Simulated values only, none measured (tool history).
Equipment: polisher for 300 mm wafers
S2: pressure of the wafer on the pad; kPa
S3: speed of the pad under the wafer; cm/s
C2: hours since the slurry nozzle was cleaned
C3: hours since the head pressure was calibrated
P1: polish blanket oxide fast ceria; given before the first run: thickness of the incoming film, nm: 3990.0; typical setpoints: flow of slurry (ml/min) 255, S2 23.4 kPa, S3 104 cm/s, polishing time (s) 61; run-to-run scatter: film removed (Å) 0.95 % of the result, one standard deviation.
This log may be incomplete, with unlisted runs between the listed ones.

{"run": 1, "hour": 4.6, "flow of slurry (ml/min)": 255, "S2": 23.4, "S3": 104, "polishing time (s)": 61, "wafers polished on this pad": 873, "C2": 545.1, "C3": 225.1, "film removed (Å)": 10389.0}
{"run": 2, "hour": 11.7, "flow of slurry (ml/min)": 255, "S2": 23.4, "S3": 104, "polishing time (s)": 61, "wafers polished on this pad": 957, "C2": 552.2, "C3": 232.2, "film removed (Å)": 10284.0}
{"run": 3, "hour": 15.7, "flow of slurry (ml/min)": 255, "S2": 10.3, "S3": 104, "polishing time (s)": 61, "wafers polished on this pad": 1005, "C2": 556.2, "C3": 236.2, "film removed (Å)": 4545.0}
{"run": 4, "hour": 22.2, "flow of slurry (ml/min)": 255, "S2": 23.4, "S3": 104, "polishing time (s)": 61, "wafers polished on this pad": 1081, "C2": 562.7, "C3": 242.7, "film removed (Å)": 10191.0}
{"run": 5, "hour": 26.5, "flow of slurry (ml/min)": 255, "S2": 15.2, "S3": 146, "polishing time (s)": 61, "wafers polished on this pad": 1132, "C2": 567.0, "C3": 247.0, "film removed (Å)": 9385.2}
{"run": 6, "hour": 33.8, "flow of slurry (ml/min)": 155, "S2": 23.4, "S3": 104, "polishing time (s)": 61, "wafers polished on this pad": 1218, "C2": 574.3, "C3": 254.3, "film removed (Å)": 9506.7}
{"run": 7, "hour": 38.5, "flow of slurry (ml/min)": 255, "S2": 23.4, "S3": 104, "polishing time (s)": 31, "wafers polished on this pad": 1274, "C2": 579.0, "C3": 259.0, "film removed (Å)": 5242.0}
{"run": 8, "hour": 47.2, "flow of slurry (ml/min)": 255, "S2": 23.4, "S3": 104, "polishing time (s)": 61, "wafers polished on this pad": 1377, "C2": 587.7, "C3": 267.7, "film removed (Å)": 10317.0}
{"run": 9, "hour": 53.1, "flow of slurry (ml/min)": 255, "S2": 23.4, "S3": 164, "polishing time (s)": 61, "wafers polished on this pad": 1446, "C2": 593.6, "C3": 273.6, "film removed (Å)": 16438.0}
{"run": 10, "hour": 61.6, "flow of slurry (ml/min)": 255, "S2": 23.4, "S3": 104, "polishing time (s)": 61, "wafers polished on this pad": 1547, "C2": 602.1, "C3": 282.1, "film removed (Å)": 10531.0}
{"run": 11, "hour": 68.7, "flow of slurry (ml/min)": 255, "S2": 13.1, "S3": 104, "polishing time (s)": 42, "wafers polished on this pad": 1630, "C2": 609.2, "C3": 289.2, "film removed (Å)": 3922.2}
{"run": 12, "hour": 76.7, "flow of slurry (ml/min)": 255, "S2": 31.0, "S3": 104, "polishing time (s)": 61, "wafers polished on this pad": 1725, "C2": 617.2, "C3": 297.2, "film removed (Å)": 13714.0}
{"run": 13, "hour": 82.3, "flow of slurry (ml/min)": 255, "S2": 23.4, "S3": 74, "polishing time (s)": 61, "wafers polished on this pad": 1791, "C2": 622.8, "C3": 302.8, "film removed (Å)": 7323.8}
{"run": 14, "hour": 87.0, "flow of slurry (ml/min)": 390, "S2": 23.4, "S3": 104, "polishing time (s)": 61, "wafers polished on this pad": 1847, "C2": 627.5, "C3": 307.5, "film removed (Å)": 10705.0}
{"run": 15, "hour": 91.7, "flow of slurry (ml/min)": 255, "S2": 23.4, "S3": 104, "polishing time (s)": 61, "wafers polished on this pad": 1902, "C2": 632.2, "C3": 312.2, "film removed (Å)": 10053.0}
{"run": 16, "hour": 99.4, "flow of slurry (ml/min)": 255, "S2": 23.4, "S3": 104, "polishing time (s)": 80, "wafers polished on this pad": 1993, "C2": 639.9, "C3": 319.9, "film removed (Å)": 13503.0}

Run 17 has not been measured yet. What should we expect?
{"run": 17, "hour": 106.6, "flow of slurry (ml/min)": 255, "S2": 23.4, "S3": 104, "polishing time (s)": 61, "wafers polished on this pad": 2078, "C2": 647.1, "C3": 327.1, "film removed (Å)": "?"}

{"run 17": {"film removed (Å)": 10477.0}}

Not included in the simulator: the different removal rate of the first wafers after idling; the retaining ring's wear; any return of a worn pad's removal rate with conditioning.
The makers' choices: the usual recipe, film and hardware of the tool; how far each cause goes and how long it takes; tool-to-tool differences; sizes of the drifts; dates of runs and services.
